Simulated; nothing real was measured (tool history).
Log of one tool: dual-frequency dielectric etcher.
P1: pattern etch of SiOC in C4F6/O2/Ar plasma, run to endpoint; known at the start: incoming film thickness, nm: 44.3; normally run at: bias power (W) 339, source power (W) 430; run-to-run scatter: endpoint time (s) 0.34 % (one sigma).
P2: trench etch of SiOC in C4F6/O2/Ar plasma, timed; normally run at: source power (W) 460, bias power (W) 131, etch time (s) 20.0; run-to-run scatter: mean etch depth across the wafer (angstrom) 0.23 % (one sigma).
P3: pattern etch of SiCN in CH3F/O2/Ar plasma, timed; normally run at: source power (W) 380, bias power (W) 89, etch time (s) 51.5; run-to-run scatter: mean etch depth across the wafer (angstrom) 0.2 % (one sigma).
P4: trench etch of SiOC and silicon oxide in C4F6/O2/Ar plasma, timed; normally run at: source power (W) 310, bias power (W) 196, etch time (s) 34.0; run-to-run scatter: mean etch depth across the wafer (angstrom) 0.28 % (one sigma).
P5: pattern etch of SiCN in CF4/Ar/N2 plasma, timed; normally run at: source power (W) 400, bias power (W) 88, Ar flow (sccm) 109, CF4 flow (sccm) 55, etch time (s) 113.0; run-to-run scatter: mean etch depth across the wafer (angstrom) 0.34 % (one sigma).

run    day  process that ran  bias power (W)  source power (W)  Ar flow (sccm)  CF4 flow (sccm)  etch time (s)  hours since the last wet clean  hours since the last bias power generator calibration  hours since the last source power generator calibration  endpoint time (s)  mean etch depth across the wafer (angstrom)
  1  0.254                P1             339               430                                                                           326.1                                                 3213.2                                                   3231.3             16.190
  2  0.579                P1             339               430                                                                           333.9                                                 3221.0                                                   3239.1             16.275
  3  0.879                P5              88               400             109               55          113.0                           341.1                                                 3228.2                                                   3246.3                                                          908.35
  4  1.075                P1             339               560                                                                           345.8                                                 3232.9                                                   3251.0             14.656
  5  1.396                P4             196               310                                            34.0                           353.5                                                 3240.6                                                   3258.7                                                          629.65
  6  1.554                P3              89               380                                            75.0                           357.3                                                 3244.4                                                   3262.5                                                          297.66
  7  1.725                P5              88               530             109               55          113.0                           361.4                                                 3248.5                                                   3266.6                                                         1159.40
  8  2.008                P1             276               430                                                                           368.2                                                 3255.3                                                   3273.4             17.386
  9  2.325                P2             172               460                                            20.0                           375.8                                                 3262.9                                                   3281.0                                                          434.99
 10  2.550                P1             228               600                                                                           381.2                                                 3268.3                                                   3286.4             16.277
 11  2.758                P5              88               400             109               73          113.0                           386.2                                                 3273.3                                                   3291.4                                                          949.04
 12  2.929                P1             249               600                                                                           390.3                                                 3277.4                                                   3295.5             15.948
 13  3.146                P2             131               460                                            20.0                           395.5                                                 3282.6                                                   3300.7                                                          400.45
 14  3.467                P5              88               400             140               55          113.0                           403.2                                                 3290.3                                                   3308.4                                                          876.92
 15  3.654                P3              89               300                                            51.5                           407.7                                                 3294.8                                                   3312.9                                                          187.16
 16  3.850                P4             196               310                                            46.0                           412.4                                                 3299.5                                                   3317.6                                                          850.03
 17  4.079                P1             339               430                                                                           417.9                                                 3305.0                                                   3323.1             16.121
 18  4.317                P3             112               380                                            51.5                           423.6                                                 3310.7                                                   3328.8                                                          223.05
 19  4.608                P2             131               580                                            20.0                           430.6                                                 3317.7                                                   3335.8                                                          439.78
 20  4.904                P3              89               380                                            51.5                           437.7                                                 3324.8                                                   3342.9                                                          203.96
 21  5.117                P5              72               400             109               55          113.0                           442.8                                                 3329.9                                                   3348.0                                                          848.39
 22  5.312                P1             399               360                                                                           447.5                                                 3334.6                                                   3352.7             16.312
 23  5.500                P1             339               430                                                                           452.0                                                 3339.1                                                   3357.2             16.221
 24  5.825                P2             131               460                                            11.0                           459.8                                                 3346.9                                                   3365.0                                                          219.45
 25  6.125                P4             260               310                                            34.0                           467.0                                                 3354.1                                                   3372.2                                                          689.24
 26  6.433                P1             464               430                                                                           474.4                                                 3361.5                                                   3379.6             14.403
 27  6.679                P4             196               400                                            34.0                           480.3                                                 3367.4                                                   3385.5                                                          692.94
 28  6.988                P5              88               400             109               55           64.5                           487.7                                                 3374.8                                                   3392.9                                                          517.83
 29  7.154                P1             339               320                                                                           491.7                                                 3378.8                                                   3396.9             18.046
 30  7.304                P1             339               430                                                                           495.3                                                 3382.4                                                   3400.5             16.197
 31  7.579                P1             339               430                                                                           501.9                                                 3389.0                                                   3407.1             16.386
 32  7.788                P1             339               430                                                                           506.9                                                 3394.0                                                   3412.1             16.387
 33  7.958                P1             339               430                                                                           511.0                                                 3398.1                                                   3416.2             16.434
     7.996  -- wet clean of the chamber
 34  8.200                P1             339               430                                                                             5.0                                                 3403.9                                                   3422.0             16.548
 35  8.396                P1             339               430                                                                             9.7                                                 3408.6                                                   3426.7             16.497
 36  8.692                P1             339               430                                                                            16.8                                                 3415.7                                                   3433.8             16.520
 37  8.929                P1             339               430                                                                            22.5                                                 3421.4                                                   3439.5             16.578
 38  9.112                P1             339               430                                                                            26.9                                                 3425.8                                                   3443.9             16.600

What P1 gives has crept away from where it was. These 2 causes fit the log equally well, each at the size given:
A: source power that arrives under what is set, % = 4.47
B: bias power that arrives under what is set, % = 4.82
The creep began at about day 7.304.
Why every other cause is out:
chamber walls in a state that lowers the etch rate, %: serviced at day 7.996, which brought nothing back

4 check runs are offered, each on 2 wafers whose results are averaged, their results left as question marks. Which one tells the causes apart?
check 1  9.296                P3             105               380                                            70.0                                                                                                                                                                                                               ?
check 2  9.296                P4             257               310                                            43.0                                                                                                                                                                                                               ?
check 3  9.296                P5              88               400             109               73           83.0                                                                                                                                                                                                               ?
check 4  9.296                P2             160               460                                            14.0                                                                                                                                                                                                               ?

What each check would give under each cause:
  check                                       result    if A    if B
check 1  mean etch depth across the wafer (angstrom)  290.68  290.11
check 2  mean etch depth across the wafer (angstrom)  855.19  855.49
check 3  mean etch depth across the wafer (angstrom)  669.30  684.12
check 4  mean etch depth across the wafer (angstrom)  292.09  292.97
How far apart the two closest causes lie, in the result that separates them most: check 1 0.2 %; check 2 0.04 %; check 3 2.19 %; check 4 0.3 %
Only check 3 tells the causes apart: in the others they would give nearly the same result.

Then check 3 was run and gave: mean etch depth across the wafer (angstrom) 683.81. Which cause is it?

It is B: bias power that arrives under what is set, %.
